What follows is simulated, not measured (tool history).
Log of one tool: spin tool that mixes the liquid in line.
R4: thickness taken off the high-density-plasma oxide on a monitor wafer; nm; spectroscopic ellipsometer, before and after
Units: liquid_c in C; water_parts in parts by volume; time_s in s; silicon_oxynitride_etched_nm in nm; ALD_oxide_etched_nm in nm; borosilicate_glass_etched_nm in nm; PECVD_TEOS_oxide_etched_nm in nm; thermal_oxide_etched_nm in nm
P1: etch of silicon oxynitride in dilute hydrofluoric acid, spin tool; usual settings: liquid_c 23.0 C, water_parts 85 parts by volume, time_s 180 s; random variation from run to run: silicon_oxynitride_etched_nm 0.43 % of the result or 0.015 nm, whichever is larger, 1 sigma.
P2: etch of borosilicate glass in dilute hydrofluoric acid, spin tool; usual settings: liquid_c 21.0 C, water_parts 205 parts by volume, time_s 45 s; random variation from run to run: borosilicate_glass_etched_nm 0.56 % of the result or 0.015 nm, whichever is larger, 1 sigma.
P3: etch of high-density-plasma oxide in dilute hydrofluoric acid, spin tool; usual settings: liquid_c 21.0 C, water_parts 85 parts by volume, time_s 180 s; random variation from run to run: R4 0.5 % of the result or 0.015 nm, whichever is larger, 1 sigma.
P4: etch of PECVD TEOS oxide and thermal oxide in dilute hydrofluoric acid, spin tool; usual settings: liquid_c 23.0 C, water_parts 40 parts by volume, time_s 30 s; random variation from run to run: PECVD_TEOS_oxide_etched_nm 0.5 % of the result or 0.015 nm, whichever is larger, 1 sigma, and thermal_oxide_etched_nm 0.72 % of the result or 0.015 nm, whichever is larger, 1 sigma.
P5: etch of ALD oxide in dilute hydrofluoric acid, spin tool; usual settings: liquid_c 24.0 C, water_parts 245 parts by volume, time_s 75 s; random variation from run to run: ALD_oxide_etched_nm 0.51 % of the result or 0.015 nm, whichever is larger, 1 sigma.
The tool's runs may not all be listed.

{"run": 1, "day": 0.392, "process": "P1", "liquid_c": 23.0, "water_parts": 85, "time_s": 180, "silicon_oxynitride_etched_nm": 5.7565}
{"run": 2, "day": 0.804, "process": "P1", "liquid_c": 23.0, "water_parts": 115, "time_s": 180, "silicon_oxynitride_etched_nm": 4.1754}
{"run": 3, "day": 1.0, "process": "P1", "liquid_c": 23.0, "water_parts": 85, "time_s": 180, "silicon_oxynitride_etched_nm": 5.7401}
{"run": 4, "day": 1.233, "process": "P5", "liquid_c": 18.5, "water_parts": 245, "time_s": 75, "ALD_oxide_etched_nm": 5.6222}
{"run": 5, "day": 1.483, "process": "P2", "liquid_c": 25.5, "water_parts": 205, "time_s": 45, "borosilicate_glass_etched_nm": 6.1244}
{"run": 6, "day": 1.833, "process": "P2", "liquid_c": 21.0, "water_parts": 205, "time_s": 45, "borosilicate_glass_etched_nm": 5.1541}
{"run": 7, "day": 2.05, "process": "P1", "liquid_c": 23.0, "water_parts": 45, "time_s": 305, "silicon_oxynitride_etched_nm": 19.303}
{"run": 8, "day": 2.392, "process": "P3", "liquid_c": 21.0, "water_parts": 20, "time_s": 180, "R4": 56.371}
{"run": 9, "day": 2.808, "process": "P5", "liquid_c": 24.0, "water_parts": 245, "time_s": 75, "ALD_oxide_etched_nm": 6.9148}
{"run": 10, "day": 3.242, "process": "P3", "liquid_c": 21.0, "water_parts": 85, "time_s": 180, "R4": 12.235}
{"run": 11, "day": 3.508, "process": "P1", "liquid_c": 23.0, "water_parts": 85, "time_s": 180, "silicon_oxynitride_etched_nm": 5.779}
{"run": 12, "day": 3.733, "process": "P1", "liquid_c": 23.0, "water_parts": 85, "time_s": 180, "silicon_oxynitride_etched_nm": 5.8221}
{"run": 13, "day": 4.025, "process": "P1", "liquid_c": 23.0, "water_parts": 40, "time_s": 180, "silicon_oxynitride_etched_nm": 12.818}
{"run": 14, "day": 4.3, "process": "P2", "liquid_c": 21.0, "water_parts": 205, "time_s": 45, "borosilicate_glass_etched_nm": 5.1608}
{"run": 15, "day": 4.533, "process": "P3", "liquid_c": 17.0, "water_parts": 85, "time_s": 180, "R4": 10.391}
{"run": 16, "day": 4.779, "process": "P4", "liquid_c": 18.0, "water_parts": 40, "time_s": 30, "PECVD_TEOS_oxide_etched_nm": 13.766, "thermal_oxide_etched_nm": 3.0881}
{"run": 17, "day": 5.096, "process": "P4", "liquid_c": 23.0, "water_parts": 40, "time_s": 30, "PECVD_TEOS_oxide_etched_nm": 17.068, "thermal_oxide_etched_nm": 3.8267}
{"run": 18, "day": 5.358, "process": "P2", "liquid_c": 21.0, "water_parts": 205, "time_s": 20, "borosilicate_glass_etched_nm": 2.2914}
{"run": 19, "day": 5.579, "process": "P2", "liquid_c": 21.0, "water_parts": 40, "time_s": 45, "borosilicate_glass_etched_nm": 31.886}
{"run": 20, "day": 5.842, "process": "P4", "liquid_c": 23.0, "water_parts": 65, "time_s": 30, "PECVD_TEOS_oxide_etched_nm": 10.193, "thermal_oxide_etched_nm": 2.2697}
{"run": 21, "day": 6.275, "process": "P5", "liquid_c": 24.0, "water_parts": 245, "time_s": 75, "ALD_oxide_etched_nm": 6.8802}
{"run": 22, "day": 6.65, "process": "P3", "liquid_c": 21.0, "water_parts": 85, "time_s": 180, "R4": 12.235}
{"run": 23, "day": 7.062, "process": "P1", "liquid_c": 18.0, "water_parts": 85, "time_s": 180, "silicon_oxynitride_etched_nm": 4.4921}
{"run": 24, "day": 7.388, "process": "P1", "liquid_c": 27.5, "water_parts": 85, "time_s": 180, "silicon_oxynitride_etched_nm": 7.1571}
{"run": 25, "day": 7.671, "process": "P5", "liquid_c": 24.0, "water_parts": 430, "time_s": 75, "ALD_oxide_etched_nm": 3.3066}
{"run": 26, "day": 7.883, "process": "P1", "liquid_c": 23.0, "water_parts": 85, "time_s": 180, "silicon_oxynitride_etched_nm": 5.7861}
{"run": 27, "day": 8.275, "process": "P1", "liquid_c": 23.0, "water_parts": 85, "time_s": 50, "silicon_oxynitride_etched_nm": 1.6074}
{"run": 28, "day": 8.65, "process": "P3", "liquid_c": 21.0, "water_parts": 85, "time_s": 350, "R4": 23.923}
{"run": 29, "day": 8.871, "process": "P5", "liquid_c": 24.0, "water_parts": 245, "time_s": 130, "ALD_oxide_etched_nm": 11.977}
{"run": 30, "day": 9.108, "process": "P1", "liquid_c": 23.0, "water_parts": 85, "time_s": 315, "silicon_oxynitride_etched_nm": 10.07}
{"run": 31, "day": 9.508, "process": "P4", "liquid_c": 23.0, "water_parts": 40, "time_s": 15, "PECVD_TEOS_oxide_etched_nm": 8.5069, "thermal_oxide_etched_nm": 1.8983}
{"run": 32, "day": 9.838, "process": "P1", "liquid_c": 23.0, "water_parts": 85, "time_s": 180, "silicon_oxynitride_etched_nm": 5.7669}
{"run": 33, "day": 10.179, "process": "P1", "liquid_c": 23.0, "water_parts": 85, "time_s": 180, "silicon_oxynitride_etched_nm": 5.6479}
{"run": 34, "day": 10.408, "process": "P1", "liquid_c": 23.0, "water_parts": 85, "time_s": 180, "silicon_oxynitride_etched_nm": 5.6138}
{"run": 35, "day": 10.679, "process": "P1", "liquid_c": 23.0, "water_parts": 85, "time_s": 180, "silicon_oxynitride_etched_nm": 5.5379}
{"run": 36, "day": 10.95, "process": "P1", "liquid_c": 23.0, "water_parts": 85, "time_s": 180, "silicon_oxynitride_etched_nm": 5.4605}
{"run": 37, "day": 11.162, "process": "P1", "liquid_c": 23.0, "water_parts": 85, "time_s": 180, "silicon_oxynitride_etched_nm": 5.4715}
{"run": 38, "day": 11.442, "process": "P1", "liquid_c": 23.0, "water_parts": 85, "time_s": 180, "silicon_oxynitride_etched_nm": 5.3879}
{"run": 39, "day": 11.829, "process": "P1", "liquid_c": 23.0, "water_parts": 85, "time_s": 180, "silicon_oxynitride_etched_nm": 5.443}
{"run": 40, "day": 12.033, "process": "P1", "liquid_c": 23.0, "water_parts": 85, "time_s": 180, "silicon_oxynitride_etched_nm": 5.4417}
{"run": 41, "day": 12.262, "process": "P1", "liquid_c": 23.0, "water_parts": 85, "time_s": 180, "silicon_oxynitride_etched_nm": 5.4038}
{"run": 42, "day": 12.488, "process": "P1", "liquid_c": 23.0, "water_parts": 85, "time_s": 180, "silicon_oxynitride_etched_nm": 5.4222}
{"run": 43, "day": 12.842, "process": "P1", "liquid_c": 23.0, "water_parts": 85, "time_s": 180, "silicon_oxynitride_etched_nm": 5.4095}

What P1 gives has crept away from where it was. These 2 causes fit the log equally well, each at the size given:
A: liquid colder than its thermometer reads (K) = 1.4
B: hydrofluoric acid flow below the setpoint (%) = 6.09
The creep began at about day 9.838.

4 check runs are offered, each on 3 wafers whose results are averaged, their results left as question marks. Which one tells the causes apart?
{"run": "check 1", "day": 13.196, "process": "P2", "liquid_c": 21.0, "water_parts": 45, "time_s": 30, "borosilicate_glass_etched_nm": "?"}
{"run": "check 2", "day": 13.196, "process": "P4", "liquid_c": 18.0, "water_parts": 60, "time_s": 30, "PECVD_TEOS_oxide_etched_nm": "?", "thermal_oxide_etched_nm": "?"}
{"run": "check 3", "day": 13.196, "process": "P5", "liquid_c": 19.0, "water_parts": 430, "time_s": 75, "ALD_oxide_etched_nm": "?"}
{"run": "check 4", "day": 13.196, "process": "P3", "liquid_c": 21.0, "water_parts": 35, "time_s": 345, "R4": "?"}

What each check would give under each cause:
check=check_1 result=borosilicate_glass_etched_nm if_A=17.5760 if_B=17.4540
check=check_2 result=PECVD_TEOS_oxide_etched_nm if_A=8.4681 if_B=8.4103
check=check_2 result=thermal_oxide_etched_nm if_A=1.8810 if_B=1.8682
check=check_3 result=ALD_oxide_etched_nm if_A=2.6449 if_B=2.5520
check=check_4 result=R4 if_A=57.080 if_B=56.756
How far apart the two closest causes lie, in the result that separates them most: check 1 0.69 %; check 2 0.68 %; check 3 3.57 %; check 4 0.57 %
Check 3 tells the causes apart: in the others they would give nearly the same result.

Check 3 was then run and gave: ALD_oxide_etched_nm 2.6342 nm. Which cause is it?

It is A: liquid colder than its thermometer reads (K).
